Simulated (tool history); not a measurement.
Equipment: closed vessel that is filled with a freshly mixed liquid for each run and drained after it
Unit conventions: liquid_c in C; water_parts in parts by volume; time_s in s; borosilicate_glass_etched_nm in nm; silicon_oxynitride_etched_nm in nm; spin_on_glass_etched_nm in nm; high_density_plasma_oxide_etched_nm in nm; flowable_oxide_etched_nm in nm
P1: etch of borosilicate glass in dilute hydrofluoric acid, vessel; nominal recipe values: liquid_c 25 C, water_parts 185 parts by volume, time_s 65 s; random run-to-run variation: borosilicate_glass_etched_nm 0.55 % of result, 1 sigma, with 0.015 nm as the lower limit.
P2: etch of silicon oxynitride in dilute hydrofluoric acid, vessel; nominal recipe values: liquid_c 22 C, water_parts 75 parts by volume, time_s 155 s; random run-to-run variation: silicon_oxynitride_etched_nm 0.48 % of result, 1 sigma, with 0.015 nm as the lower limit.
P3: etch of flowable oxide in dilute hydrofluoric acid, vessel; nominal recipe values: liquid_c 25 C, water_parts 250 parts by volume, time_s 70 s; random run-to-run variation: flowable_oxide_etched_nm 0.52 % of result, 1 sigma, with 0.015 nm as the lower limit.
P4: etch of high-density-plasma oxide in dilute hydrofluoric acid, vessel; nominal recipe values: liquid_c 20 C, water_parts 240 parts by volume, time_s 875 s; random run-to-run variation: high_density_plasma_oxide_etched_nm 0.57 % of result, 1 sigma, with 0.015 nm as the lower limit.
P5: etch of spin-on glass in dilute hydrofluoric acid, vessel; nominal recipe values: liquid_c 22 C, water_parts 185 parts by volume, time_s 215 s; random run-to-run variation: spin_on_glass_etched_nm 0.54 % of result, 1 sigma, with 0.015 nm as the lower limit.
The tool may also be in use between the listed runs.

| run | hour | process | liquid_c | water_parts | time_s | hours since the thermometer was replaced | hours since the hydrofluoric acid flow meter was replaced | borosilicate_glass_etched_nm | silicon_oxynitride_etched_nm | spin_on_glass_etched_nm | high_density_plasma_oxide_etched_nm | flowable_oxide_etched_nm |
|---|---|---|---|---|---|---|---|---|---|---|---|---|
| 1 | 14 | P1 | 25 | 185 | 65 | 1495.4 | 556.6 | 13.051 |  |  |  |  |
| 2 | 22.1 | P2 | 22 | 20 | 155 | 1503.5 | 564.7 |  | 19.157 |  |  |  |
| 3 | 36.2 | P1 | 25 | 185 | 30 | 1517.6 | 578.8 | 6.1066 |  |  |  |  |
| 4 | 46.4 | P5 | 22 | 185 | 215 | 1527.8 | 589 |  |  | 44.319 |  |  |
|  | 46.5 | thermometer replaced |
| 5 | 56.9 | P2 | 22 | 75 | 275 | 10.5 | 599.5 |  | 8.7846 |  |  |  |
| 6 | 67.4 | P1 | 25 | 185 | 65 | 21 | 610 | 13.058 |  |  |  |  |
| 7 | 76.3 | P1 | 25 | 185 | 65 | 29.9 | 618.9 | 13.189 |  |  |  |  |
| 8 | 89.7 | P5 | 17 | 185 | 215 | 43.3 | 632.3 |  |  | 36.11 |  |  |
| 9 | 96.3 | P4 | 17 | 240 | 875 | 49.9 | 638.9 |  |  |  | 12.383 |  |
| 10 | 111.4 | P3 | 25 | 250 | 70 | 65 | 654 |  |  |  |  | 11.116 |
| 11 | 119.5 | P1 | 25 | 85 | 30 | 73.1 | 662.1 | 14.9 |  |  |  |  |
| 12 | 132.9 | P1 | 29.5 | 185 | 65 | 86.5 | 675.5 | 15.629 |  |  |  |  |
| 13 | 139.8 | P5 | 22 | 185 | 40 | 93.4 | 682.4 |  |  | 8.1527 |  |  |
| 14 | 155 | P1 | 20 | 185 | 65 | 108.6 | 697.6 | 10.978 |  |  |  |  |
| 15 | 170 | P3 | 30 | 250 | 70 | 123.6 | 712.6 |  |  |  |  | 13.369 |
| 16 | 181.8 | P3 | 25 | 250 | 30 | 135.4 | 724.4 |  |  |  |  | 4.7816 |
| 17 | 192.7 | P1 | 25 | 75 | 65 | 146.3 | 735.3 | 36.948 |  |  |  |  |
| 18 | 206.2 | P4 | 20 | 240 | 875 | 159.8 | 748.8 |  |  |  | 13.976 |  |
| 19 | 217.6 | P1 | 25 | 185 | 115 | 171.2 | 760.2 | 23.462 |  |  |  |  |
| 20 | 224.2 | P2 | 18.5 | 75 | 155 | 177.8 | 766.8 |  | 4.1126 |  |  |  |
| 21 | 235.4 | P1 | 25 | 185 | 65 | 189 | 778 | 13.306 |  |  |  |  |
| 22 | 246 | P4 | 20 | 240 | 1360 | 199.6 | 788.6 |  |  |  | 21.467 |  |
| 23 | 254.6 | P1 | 25 | 185 | 65 | 208.2 | 797.2 | 13.191 |  |  |  |  |
| 24 | 263.4 | P1 | 25 | 185 | 65 | 217 | 806 | 13.284 |  |  |  |  |
| 25 | 277.8 | P5 | 22 | 300 | 215 | 231.4 | 820.4 |  |  | 24.345 |  |  |
| 26 | 288.2 | P2 | 22 | 75 | 155 | 241.8 | 830.8 |  | 4.9666 |  |  |  |
| 27 | 300.8 | P1 | 19 | 185 | 115 | 254.4 | 843.4 | 18.478 |  |  |  |  |
| 28 | 309.2 | P1 | 17 | 55 | 65 | 262.8 | 851.8 | 36.795 |  |  |  |  |
| 29 | 320.4 | P4 | 20 | 430 | 875 | 274 | 863 |  |  |  | 6.6148 |  |
| 30 | 328.4 | P1 | 25 | 265 | 65 | 282 | 871 | 8.5312 |  |  |  |  |
| 31 | 343 | P1 | 25 | 185 | 65 | 296.6 | 885.6 | 13.174 |  |  |  |  |
| 32 | 357.2 | P3 | 25 | 70 | 70 | 310.8 | 899.8 |  |  |  |  | 48.919 |
| 33 | 364.5 | P1 | 25 | 185 | 65 | 318.1 | 907.1 | 13.195 |  |  |  |  |
| 34 | 373.1 | P1 | 25 | 185 | 65 | 326.7 | 915.7 | 13.073 |  |  |  |  |
| 35 | 383.3 | P1 | 25 | 185 | 65 | 336.9 | 925.9 | 12.776 |  |  |  |  |
| 36 | 393.5 | P1 | 25 | 185 | 65 | 347.1 | 936.1 | 12.6 |  |  |  |  |
| 37 | 402.7 | P1 | 25 | 185 | 65 | 356.3 | 945.3 | 12.532 |  |  |  |  |
| 38 | 410.3 | P1 | 25 | 185 | 65 | 363.9 | 952.9 | 12.303 |  |  |  |  |
| 39 | 417.6 | P1 | 25 | 185 | 65 | 371.2 | 960.2 | 12.496 |  |  |  |  |
| 40 | 428.2 | P1 | 25 | 185 | 65 | 381.8 | 970.8 | 12.371 |  |  |  |  |
| 41 | 437.7 | P1 | 25 | 185 | 65 | 391.3 | 980.3 | 12.338 |  |  |  |  |
| 42 | 448.5 | P1 | 25 | 185 | 65 | 402.1 | 991.1 | 12.39 |  |  |  |  |
| 43 | 462.1 | P1 | 25 | 185 | 65 | 415.7 | 1004.7 | 12.272 |  |  |  |  |
| 44 | 470.3 | P1 | 25 | 185 | 65 | 423.9 | 1012.9 | 12.164 |  |  |  |  |

Compared with where it was, what P1 gives has crept away. Each cause listed below fits the log as well as the rest, at the size given for it:
A: liquid colder than its thermometer reads (K) = 1.91
B: hydrofluoric acid flow below the setpoint (%) = 5.68
The onset of the drift is placed at about hour 364.5.

Below are 4 check runs, each on a single wafer, with their results shown as question marks. Which of them would tell the listed causes apart, meaning the causes would give clearly different results under it?
| check 1 | 478.5 | P3 | 25 | 160 | 70 |  |  |  |  |  |  | ? |
| check 2 | 478.5 | P5 | 22 | 250 | 45 |  |  |  |  | ? |  |  |
| check 3 | 478.5 | P2 | 22 | 20 | 155 |  |  |  | ? |  |  |  |
| check 4 | 478.5 | P4 | 20 | 240 | 1320 |  |  |  |  |  | ? |  |

Predicted outcomes, by check and by cause:
| check | result | if A | if B |
|---|---|---|---|
| check 1 | flowable_oxide_etched_nm | 17.911 | 17.963 |
| check 2 | spin_on_glass_etched_nm | 5.9643 | 5.9507 |
| check 3 | silicon_oxynitride_etched_nm | 17.449 | 18.138 |
| check 4 | high_density_plasma_oxide_etched_nm | 19.478 | 19.495 |
Per check, the gap between the least separated pair of causes, taken in the result that splits them most: check 1 0.29 %; check 2 0.23 %; check 3 3.87 %; check 4 0.09 %
Only check 3 tells the causes apart: in the others they would give nearly the same result.

Check 3 has now been run. It gave: silicon_oxynitride_etched_nm 17.592 nm. Which of the candidate causes is it?

It was cause A: liquid colder than its thermometer reads (K).
